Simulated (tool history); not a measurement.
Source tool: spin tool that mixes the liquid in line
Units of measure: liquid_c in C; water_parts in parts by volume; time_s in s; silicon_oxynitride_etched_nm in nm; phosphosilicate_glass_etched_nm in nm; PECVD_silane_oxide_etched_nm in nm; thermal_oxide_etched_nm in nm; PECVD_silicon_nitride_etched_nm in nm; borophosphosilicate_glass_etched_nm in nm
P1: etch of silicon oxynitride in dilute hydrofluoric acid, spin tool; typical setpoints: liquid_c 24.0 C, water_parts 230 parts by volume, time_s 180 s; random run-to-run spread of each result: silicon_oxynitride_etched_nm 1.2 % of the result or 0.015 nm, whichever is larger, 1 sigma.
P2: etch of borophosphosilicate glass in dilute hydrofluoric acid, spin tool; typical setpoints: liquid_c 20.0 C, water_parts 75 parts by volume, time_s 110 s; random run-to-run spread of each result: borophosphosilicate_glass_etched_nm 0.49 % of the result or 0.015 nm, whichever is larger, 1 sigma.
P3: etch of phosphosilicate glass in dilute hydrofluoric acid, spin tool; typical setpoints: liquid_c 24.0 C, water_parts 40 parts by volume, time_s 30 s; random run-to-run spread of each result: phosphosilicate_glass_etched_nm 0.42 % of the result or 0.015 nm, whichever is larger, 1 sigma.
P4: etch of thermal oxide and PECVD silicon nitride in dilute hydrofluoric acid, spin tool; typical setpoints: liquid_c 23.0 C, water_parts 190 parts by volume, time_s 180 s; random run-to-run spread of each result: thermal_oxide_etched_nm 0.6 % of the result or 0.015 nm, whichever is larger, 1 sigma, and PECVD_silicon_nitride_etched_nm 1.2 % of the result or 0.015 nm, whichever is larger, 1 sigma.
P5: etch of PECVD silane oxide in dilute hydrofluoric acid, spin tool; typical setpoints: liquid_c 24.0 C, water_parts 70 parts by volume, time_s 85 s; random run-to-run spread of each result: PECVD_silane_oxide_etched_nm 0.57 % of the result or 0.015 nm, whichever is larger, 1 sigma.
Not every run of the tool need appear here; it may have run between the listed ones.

| run | hour | process | liquid_c | water_parts | time_s | hours since the thermometer was replaced | hours since the hydrofluoric acid flow meter was replaced | silicon_oxynitride_etched_nm | phosphosilicate_glass_etched_nm | PECVD_silane_oxide_etched_nm | thermal_oxide_etched_nm | PECVD_silicon_nitride_etched_nm | borophosphosilicate_glass_etched_nm |
|---|---|---|---|---|---|---|---|---|---|---|---|---|---|
| 1 | 13.6 | P1 | 24.0 | 230 | 180 | 748.2 | 1475.7 | 2.00740 |  |  |  |  |  |
| 2 | 25.1 | P1 | 28.5 | 230 | 180 | 759.7 | 1487.2 | 2.42150 |  |  |  |  |  |
| 3 | 38.2 | P3 | 24.0 | 40 | 60 | 772.8 | 1500.3 |  | 119.240 |  |  |  |  |
| 4 | 49.0 | P3 | 24.0 | 40 | 30 | 783.6 | 1511.1 |  | 59.287 |  |  |  |  |
| 5 | 59.4 | P5 | 24.0 | 70 | 85 | 794.0 | 1521.5 |  |  | 32.470 |  |  |  |
| 6 | 71.4 | P4 | 31.0 | 190 | 180 | 806.0 | 1533.5 |  |  |  | 5.1020 | 3.44420 |  |
| 7 | 79.1 | P3 | 17.0 | 40 | 30 | 813.7 | 1541.2 |  | 44.253 |  |  |  |  |
| 8 | 89.5 | P4 | 23.0 | 190 | 55 | 824.1 | 1551.6 |  |  |  | 1.1527 | 0.62975 |  |
| 9 | 97.4 | P5 | 17.0 | 70 | 85 | 832.0 | 1559.5 |  |  | 23.930 |  |  |  |
| 10 | 104.7 | P1 | 24.0 | 230 | 280 | 839.3 | 1566.8 | 3.02700 |  |  |  |  |  |
| 11 | 112.5 | P2 | 20.0 | 75 | 15 | 847.1 | 1574.6 |  |  |  |  |  | 5.2998 |
| 12 | 121.5 | P2 | 28.0 | 75 | 110 | 856.1 | 1583.6 |  |  |  |  |  | 53.9680 |
| 13 | 128.3 | P3 | 24.0 | 75 | 30 | 862.9 | 1590.4 |  | 30.004 |  |  |  |  |
| 14 | 139.7 | P1 | 28.5 | 155 | 180 | 874.3 | 1601.8 | 3.89010 |  |  |  |  |  |
| 15 | 152.4 | P4 | 23.0 | 80 | 180 | 887.0 | 1614.5 |  |  |  | 10.3020 | 5.00360 |  |
| 16 | 162.8 | P5 | 24.0 | 125 | 85 | 897.4 | 1624.9 |  |  | 16.932 |  |  |  |
| 17 | 168.8 | P1 | 24.0 | 230 | 180 | 903.4 | 1630.9 | 1.94060 |  |  |  |  |  |
| 18 | 178.3 | P2 | 20.0 | 35 | 110 | 912.9 | 1640.4 |  |  |  |  |  | 87.8410 |
| 19 | 184.4 | P1 | 24.0 | 75 | 180 | 919.0 | 1646.5 | 6.91240 |  |  |  |  |  |
| 20 | 197.2 | P1 | 18.0 | 230 | 180 | 931.8 | 1659.3 | 1.52640 |  |  |  |  |  |
| 21 | 208.5 | P1 | 24.0 | 400 | 180 | 943.1 | 1670.6 | 1.01100 |  |  |  |  |  |
| 22 | 218.8 | P1 | 24.0 | 230 | 180 | 953.4 | 1680.9 | 1.97910 |  |  |  |  |  |
| 23 | 227.0 | P4 | 23.0 | 190 | 180 | 961.6 | 1689.1 |  |  |  | 3.7984 | 2.07340 |  |
| 24 | 233.4 | P1 | 24.0 | 230 | 180 | 968.0 | 1695.5 | 2.01700 |  |  |  |  |  |
| 25 | 241.5 | P1 | 17.0 | 410 | 180 | 976.1 | 1703.6 | 0.73933 |  |  |  |  |  |
| 26 | 250.1 | P1 | 24.0 | 230 | 180 | 984.7 | 1712.2 | 2.02310 |  |  |  |  |  |
|  | 254.6 | thermometer replaced |
| 27 | 256.9 | P4 | 23.0 | 190 | 180 | 2.4 | 1719.0 |  |  |  | 3.7943 | 2.17340 |  |
| 28 | 269.0 | P1 | 24.0 | 230 | 180 | 14.5 | 1731.1 | 2.01640 |  |  |  |  |  |
| 29 | 277.9 | P1 | 24.0 | 150 | 50 | 23.4 | 1740.0 | 0.88489 |  |  |  |  |  |
| 30 | 290.0 | P2 | 20.0 | 75 | 110 | 35.5 | 1752.1 |  |  |  |  |  | 39.0800 |
| 31 | 296.0 | P1 | 24.0 | 230 | 70 | 41.5 | 1758.1 | 0.77922 |  |  |  |  |  |
| 32 | 303.8 | P5 | 24.0 | 70 | 150 | 49.3 | 1765.9 |  |  | 56.241 |  |  |  |
| 33 | 311.3 | P1 | 24.0 | 230 | 180 | 56.8 | 1773.4 | 2.05400 |  |  |  |  |  |
| 34 | 321.0 | P1 | 24.0 | 230 | 180 | 66.5 | 1783.1 | 2.06260 |  |  |  |  |  |
| 35 | 333.5 | P1 | 24.0 | 230 | 180 | 79.0 | 1795.6 | 2.19770 |  |  |  |  |  |
| 36 | 341.8 | P1 | 24.0 | 230 | 180 | 87.3 | 1803.9 | 2.19320 |  |  |  |  |  |
| 37 | 352.1 | P1 | 24.0 | 230 | 180 | 97.6 | 1814.2 | 2.25620 |  |  |  |  |  |
| 38 | 365.0 | P1 | 24.0 | 230 | 180 | 110.5 | 1827.1 | 2.23760 |  |  |  |  |  |
| 39 | 373.8 | P1 | 24.0 | 230 | 180 | 119.3 | 1835.9 | 2.26920 |  |  |  |  |  |
| 40 | 382.6 | P1 | 24.0 | 230 | 180 | 128.1 | 1844.7 | 2.23870 |  |  |  |  |  |

P1 no longer gives what it gave before; its output has crept away from where it was. The following 2 causes, each at its listed size, fit the log equally well:
A: liquid hotter than its thermometer reads (K) = 2.38
B: hydrofluoric acid flow above the setpoint (%) = 9.25
The gradual shift began around hour 311.3.

4 check runs are offered, each on 5 wafers whose results are averaged, their results left as question marks. Which one tells the causes apart?
| check 1 | 391.4 | P2 | 24.0 | 75 | 15 |  |  |  |  |  |  |  | ? |
| check 2 | 391.4 | P3 | 24.0 | 60 | 60 |  |  |  | ? |  |  |  |  |
| check 3 | 391.4 | P4 | 31.0 | 190 | 80 |  |  |  |  |  | ? | ? |  |
| check 4 | 391.4 | P5 | 21.0 | 70 | 135 |  |  |  |  | ? |  |  |  |

Expected result of each check under each candidate cause:
| check | result | if A | if B |
|---|---|---|---|
| check 1 | borophosphosilicate_glass_etched_nm | 6.8983 | 6.9088 |
| check 2 | phosphosilicate_glass_etched_nm | 85.078 | 84.984 |
| check 3 | thermal_oxide_etched_nm | 2.4536 | 2.5239 |
| check 3 | PECVD_silicon_nitride_etched_nm | 1.75570 | 1.67080 |
| check 4 | PECVD_silane_oxide_etched_nm | 49.947 | 49.835 |
Per check, the gap between the least separated pair of causes, taken in the result that splits them most: check 1 0.15 %; check 2 0.11 %; check 3 4.96 %; check 4 0.22 %
Check 3 distinguishes between the causes, while the remaining checks would return nearly the same result for all of them.

After running check 3, the following was obtained: thermal_oxide_etched_nm 2.4514 nm; PECVD_silicon_nitride_etched_nm 1.76110 nm. Which cause does this point to?

It was cause A: liquid hotter than its thermometer reads (K).

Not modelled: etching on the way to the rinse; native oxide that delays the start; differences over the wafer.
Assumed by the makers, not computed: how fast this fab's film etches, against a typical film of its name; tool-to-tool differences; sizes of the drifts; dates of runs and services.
